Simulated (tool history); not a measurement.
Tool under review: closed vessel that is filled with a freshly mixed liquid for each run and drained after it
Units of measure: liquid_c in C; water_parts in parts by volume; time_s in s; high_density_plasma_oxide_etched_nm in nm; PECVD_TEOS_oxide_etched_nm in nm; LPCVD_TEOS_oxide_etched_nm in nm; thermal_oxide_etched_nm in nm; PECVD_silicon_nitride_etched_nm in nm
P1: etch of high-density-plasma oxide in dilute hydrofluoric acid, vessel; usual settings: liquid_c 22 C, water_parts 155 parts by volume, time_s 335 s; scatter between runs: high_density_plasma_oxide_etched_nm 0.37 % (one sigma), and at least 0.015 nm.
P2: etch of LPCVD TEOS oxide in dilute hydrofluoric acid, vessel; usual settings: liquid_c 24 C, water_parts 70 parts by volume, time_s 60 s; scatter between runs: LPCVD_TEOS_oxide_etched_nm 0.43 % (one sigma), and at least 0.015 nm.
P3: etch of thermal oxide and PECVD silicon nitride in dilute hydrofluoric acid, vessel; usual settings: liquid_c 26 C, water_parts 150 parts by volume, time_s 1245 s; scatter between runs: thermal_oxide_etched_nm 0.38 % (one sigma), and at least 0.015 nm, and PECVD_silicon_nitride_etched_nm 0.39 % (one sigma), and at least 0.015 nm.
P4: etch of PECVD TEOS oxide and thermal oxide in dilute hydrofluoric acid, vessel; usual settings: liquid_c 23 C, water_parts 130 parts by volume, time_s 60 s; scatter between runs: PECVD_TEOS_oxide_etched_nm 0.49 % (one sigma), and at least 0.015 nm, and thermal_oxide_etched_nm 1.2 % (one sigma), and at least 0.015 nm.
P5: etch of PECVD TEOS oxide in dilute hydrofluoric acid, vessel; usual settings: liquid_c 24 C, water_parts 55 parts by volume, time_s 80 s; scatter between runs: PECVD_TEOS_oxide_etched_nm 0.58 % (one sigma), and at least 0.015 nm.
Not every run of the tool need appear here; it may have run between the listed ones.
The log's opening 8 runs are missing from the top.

run   hour  process  liquid_c  water_parts  time_s  high_density_plasma_oxide_etched_nm  PECVD_TEOS_oxide_etched_nm  LPCVD_TEOS_oxide_etched_nm  thermal_oxide_etched_nm  PECVD_silicon_nitride_etched_nm
  9  113.5       P3        26           65    1245                                                                                                                105.73                           85.221
 10  128.5       P1      30.5          155     335                               12.984
 11  138.6       P2        24          130      60                                                                                       16.434
 12  150.5       P5        24           55     145                                                           35.269
 13  163.7       P1        22           25     335                               68.652
 14  177.1       P2        24           70     110                                                                                       59.717
 15  187.1       P1        17           50     335                               26.934
 16  199.4       P1        22          155     610                               17.315
     212.1  -- thermometer replaced
 17  216.1       P3        26          150     570                                                                                                                18.719                           17.042
 18  230.5       P1        22          155     335                                9.537
 19  245.5       P1        22          275     335                               4.7641
 20  254.9       P1        22          155      75                               2.1014
 21  272.3       P4        23           75      60                                                           16.763                                               4.0012
 22  279.9       P5        24           20      80                                                           55.845

Run 23 has not been measured yet. What should we expect?
 23  289.9       P5        19           55      80                                                                ?

{"run 23": {"PECVD_TEOS_oxide_etched_nm": 15.721}}
